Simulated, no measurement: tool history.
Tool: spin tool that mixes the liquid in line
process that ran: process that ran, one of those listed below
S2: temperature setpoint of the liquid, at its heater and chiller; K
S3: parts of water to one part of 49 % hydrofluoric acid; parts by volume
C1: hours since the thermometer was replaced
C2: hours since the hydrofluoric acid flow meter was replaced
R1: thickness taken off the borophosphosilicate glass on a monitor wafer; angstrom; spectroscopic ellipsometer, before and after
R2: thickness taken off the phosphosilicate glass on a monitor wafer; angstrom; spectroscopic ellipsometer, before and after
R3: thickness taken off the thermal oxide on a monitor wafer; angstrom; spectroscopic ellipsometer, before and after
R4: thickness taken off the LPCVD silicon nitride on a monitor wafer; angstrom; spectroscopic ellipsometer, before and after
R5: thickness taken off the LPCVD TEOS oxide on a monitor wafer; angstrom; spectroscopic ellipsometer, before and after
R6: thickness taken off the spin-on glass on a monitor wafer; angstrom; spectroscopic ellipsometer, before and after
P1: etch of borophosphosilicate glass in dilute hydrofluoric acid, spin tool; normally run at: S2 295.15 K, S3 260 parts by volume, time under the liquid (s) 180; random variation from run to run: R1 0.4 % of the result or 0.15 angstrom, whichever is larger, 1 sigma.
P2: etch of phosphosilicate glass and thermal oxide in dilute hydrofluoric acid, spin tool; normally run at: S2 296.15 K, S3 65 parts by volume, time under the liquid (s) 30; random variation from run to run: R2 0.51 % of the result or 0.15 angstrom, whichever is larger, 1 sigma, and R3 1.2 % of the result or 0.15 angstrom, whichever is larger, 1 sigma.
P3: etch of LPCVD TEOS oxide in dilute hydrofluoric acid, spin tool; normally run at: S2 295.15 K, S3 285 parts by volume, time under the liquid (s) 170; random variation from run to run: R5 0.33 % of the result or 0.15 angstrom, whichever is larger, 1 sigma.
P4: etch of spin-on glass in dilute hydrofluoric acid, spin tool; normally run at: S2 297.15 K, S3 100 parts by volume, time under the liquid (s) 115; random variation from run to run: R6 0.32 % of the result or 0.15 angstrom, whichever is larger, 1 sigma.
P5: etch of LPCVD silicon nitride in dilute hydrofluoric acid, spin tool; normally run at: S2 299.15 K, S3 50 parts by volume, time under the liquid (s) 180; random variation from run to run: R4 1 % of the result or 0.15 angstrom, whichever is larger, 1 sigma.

{"run": 1, "day": 0.462, "process that ran": "P1", "S2": 295.15, "S3": 260, "time under the liquid (s)": 180, "C1": 567.4, "C2": 81.8, "R1": 227.82}
{"run": 2, "day": 0.875, "process that ran": "P1", "S2": 291.15, "S3": 260, "time under the liquid (s)": 180, "C1": 577.3, "C2": 91.7, "R1": 195.92}
{"run": 3, "day": 1.408, "process that ran": "P1", "S2": 295.15, "S3": 260, "time under the liquid (s)": 180, "C1": 590.1, "C2": 104.5, "R1": 228.06}
{"run": 4, "day": 1.917, "process that ran": "P2", "S2": 296.15, "S3": 110, "time under the liquid (s)": 30, "C1": 602.3, "C2": 116.7, "R2": 309.82, "R3": 12.277}
{"run": 5, "day": 2.229, "process that ran": "P5", "S2": 299.15, "S3": 50, "time under the liquid (s)": 355, "C1": 609.8, "C2": 124.2, "R4": 38.973}
{"run": 6, "day": 2.579, "process that ran": "P2", "S2": 296.15, "S3": 65, "time under the liquid (s)": 30, "C1": 618.2, "C2": 132.6, "R2": 548.9, "R3": 21.6}
{"run": 7, "day": 3.067, "process that ran": "P3", "S2": 295.15, "S3": 285, "time under the liquid (s)": 170, "C1": 629.9, "C2": 144.3, "R5": 258.04}
{"run": 8, "day": 3.588, "process that ran": "P5", "S2": 299.15, "S3": 20, "time under the liquid (s)": 180, "C1": 642.4, "C2": 156.8, "R4": 47.031}
{"run": 9, "day": 3.871, "process that ran": "P1", "S2": 295.15, "S3": 260, "time under the liquid (s)": 180, "C1": 649.2, "C2": 163.6, "R1": 227.04}
{"run": 10, "day": 4.262, "process that ran": "P5", "S2": 299.15, "S3": 50, "time under the liquid (s)": 180, "C1": 658.6, "C2": 173.0, "R4": 19.317}
{"run": 11, "day": 4.588, "process that ran": "P1", "S2": 295.15, "S3": 70, "time under the liquid (s)": 180, "C1": 666.4, "C2": 180.8, "R1": 1039.6}
{"run": 12, "day": 4.917, "process that ran": "P3", "S2": 295.15, "S3": 285, "time under the liquid (s)": 300, "C1": 674.3, "C2": 188.7, "R5": 455.88}
{"run": 13, "day": 5.283, "process that ran": "P2", "S2": 296.15, "S3": 65, "time under the liquid (s)": 15, "C1": 683.1, "C2": 197.5, "R2": 271.59, "R3": 10.731}
{"run": 14, "day": 5.771, "process that ran": "P1", "S2": 295.15, "S3": 260, "time under the liquid (s)": 180, "C1": 694.8, "C2": 209.2, "R1": 226.89}
{"run": 15, "day": 6.362, "process that ran": "P1", "S2": 290.15, "S3": 345, "time under the liquid (s)": 180, "C1": 709.0, "C2": 223.4, "R1": 131.8}
{"run": 16, "day": 6.929, "process that ran": "P1", "S2": 300.15, "S3": 260, "time under the liquid (s)": 180, "C1": 722.6, "C2": 237.0, "R1": 272.22}
{"run": 17, "day": 7.492, "process that ran": "P1", "S2": 295.15, "S3": 260, "time under the liquid (s)": 320, "C1": 736.1, "C2": 250.5, "R1": 405.31}
{"run": 18, "day": 8.042, "process that ran": "P4", "S2": 304.65, "S3": 100, "time under the liquid (s)": 115, "C1": 749.3, "C2": 263.7, "R6": 642.74}
{"run": 19, "day": 8.442, "process that ran": "P4", "S2": 297.15, "S3": 165, "time under the liquid (s)": 115, "C1": 758.9, "C2": 273.3, "R6": 272.56}
{"run": 20, "day": 8.908, "process that ran": "P1", "S2": 295.15, "S3": 260, "time under the liquid (s)": 180, "C1": 770.1, "C2": 284.5, "R1": 228.01}
{"run": 21, "day": 9.329, "process that ran": "P1", "S2": 295.15, "S3": 455, "time under the liquid (s)": 180, "C1": 780.2, "C2": 294.6, "R1": 109.75}
{"run": 22, "day": 9.946, "process that ran": "P1", "S2": 295.15, "S3": 260, "time under the liquid (s)": 55, "C1": 795.0, "C2": 309.4, "R1": 69.201}
{"run": 23, "day": 10.454, "process that ran": "P4", "S2": 297.15, "S3": 100, "time under the liquid (s)": 25, "C1": 807.2, "C2": 321.6, "R6": 104.85}
{"run": 24, "day": 11.008, "process that ran": "P3", "S2": 295.15, "S3": 115, "time under the liquid (s)": 170, "C1": 820.5, "C2": 334.9, "R5": 759.73}
{"run": 25, "day": 11.404, "process that ran": "P2", "S2": 296.15, "S3": 65, "time under the liquid (s)": 30, "C1": 830.0, "C2": 344.4, "R2": 548.79, "R3": 22.932}
{"run": 26, "day": 11.792, "process that ran": "P2", "S2": 304.15, "S3": 65, "time under the liquid (s)": 30, "C1": 839.3, "C2": 353.7, "R2": 758.7, "R3": 30.388}
{"day": 11.983, "done": "thermometer replaced"}
{"run": 27, "day": 12.342, "process that ran": "P4", "S2": 297.15, "S3": 100, "time under the liquid (s)": 115, "C1": 8.6, "C2": 366.9, "R6": 480.93}
{"run": 28, "day": 12.854, "process that ran": "P3", "S2": 290.15, "S3": 285, "time under the liquid (s)": 170, "C1": 20.9, "C2": 379.2, "R5": 214.08}

The next listed run, before its measurement:
{"run": 29, "day": 13.183, "process that ran": "P1", "S2": 298.65, "S3": 260, "time under the liquid (s)": 300, "C1": 28.8, "C2": 387.1, "R1": "?"}

Run 29 gave R1 426.000 angstrom.
